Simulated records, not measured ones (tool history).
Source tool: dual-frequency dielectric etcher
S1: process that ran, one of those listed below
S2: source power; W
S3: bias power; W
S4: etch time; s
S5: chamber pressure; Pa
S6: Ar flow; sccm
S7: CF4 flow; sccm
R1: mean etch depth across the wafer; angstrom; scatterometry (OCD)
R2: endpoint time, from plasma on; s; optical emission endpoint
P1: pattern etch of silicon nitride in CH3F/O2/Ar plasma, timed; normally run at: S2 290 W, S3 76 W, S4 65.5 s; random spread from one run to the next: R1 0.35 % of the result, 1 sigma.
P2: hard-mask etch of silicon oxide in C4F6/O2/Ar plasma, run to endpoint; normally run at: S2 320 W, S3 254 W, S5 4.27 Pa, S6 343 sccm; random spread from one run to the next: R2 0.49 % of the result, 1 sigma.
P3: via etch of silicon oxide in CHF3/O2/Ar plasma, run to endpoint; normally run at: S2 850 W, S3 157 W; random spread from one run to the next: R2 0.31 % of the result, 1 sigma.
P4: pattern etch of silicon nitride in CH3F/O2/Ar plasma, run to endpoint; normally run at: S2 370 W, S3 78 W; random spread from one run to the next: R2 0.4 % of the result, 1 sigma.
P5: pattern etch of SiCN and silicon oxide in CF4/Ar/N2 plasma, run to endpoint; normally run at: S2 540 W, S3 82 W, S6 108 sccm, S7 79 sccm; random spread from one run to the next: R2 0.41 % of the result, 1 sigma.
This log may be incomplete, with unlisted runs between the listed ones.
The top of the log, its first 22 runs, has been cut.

run   hour  S1   S2   S3    S4    S5   S6  S7      R1      R2
 23  139.4  P4  230   78                               86.883
 24  145.6  P4  370   63                               79.082
 25  150.1  P1  350  105  65.5                 490.62
 26  156.5  P5  540   82              108  79          14.729
 27  160.4  P1  290   76  65.5                 405.63
 28  165.3  P2  320  254        4.27  343              79.502
 29  169.5  P1  290   76    43                 266.23
 30  176.3  P2  320  167        4.27  343              91.094
 31  181.3  P1  400   76  65.5                 457.94
 32  189.1  P1  290   76  65.5                 406.41
 33  194.2  P1  290   76  65.5                 409.39
 34  199.8  P1  290   76  65.5                 409.26

What will run 35 give?
 35  207.7  P1  290  76  65.5               ?

{"run 35": {"R1": 412.49}}

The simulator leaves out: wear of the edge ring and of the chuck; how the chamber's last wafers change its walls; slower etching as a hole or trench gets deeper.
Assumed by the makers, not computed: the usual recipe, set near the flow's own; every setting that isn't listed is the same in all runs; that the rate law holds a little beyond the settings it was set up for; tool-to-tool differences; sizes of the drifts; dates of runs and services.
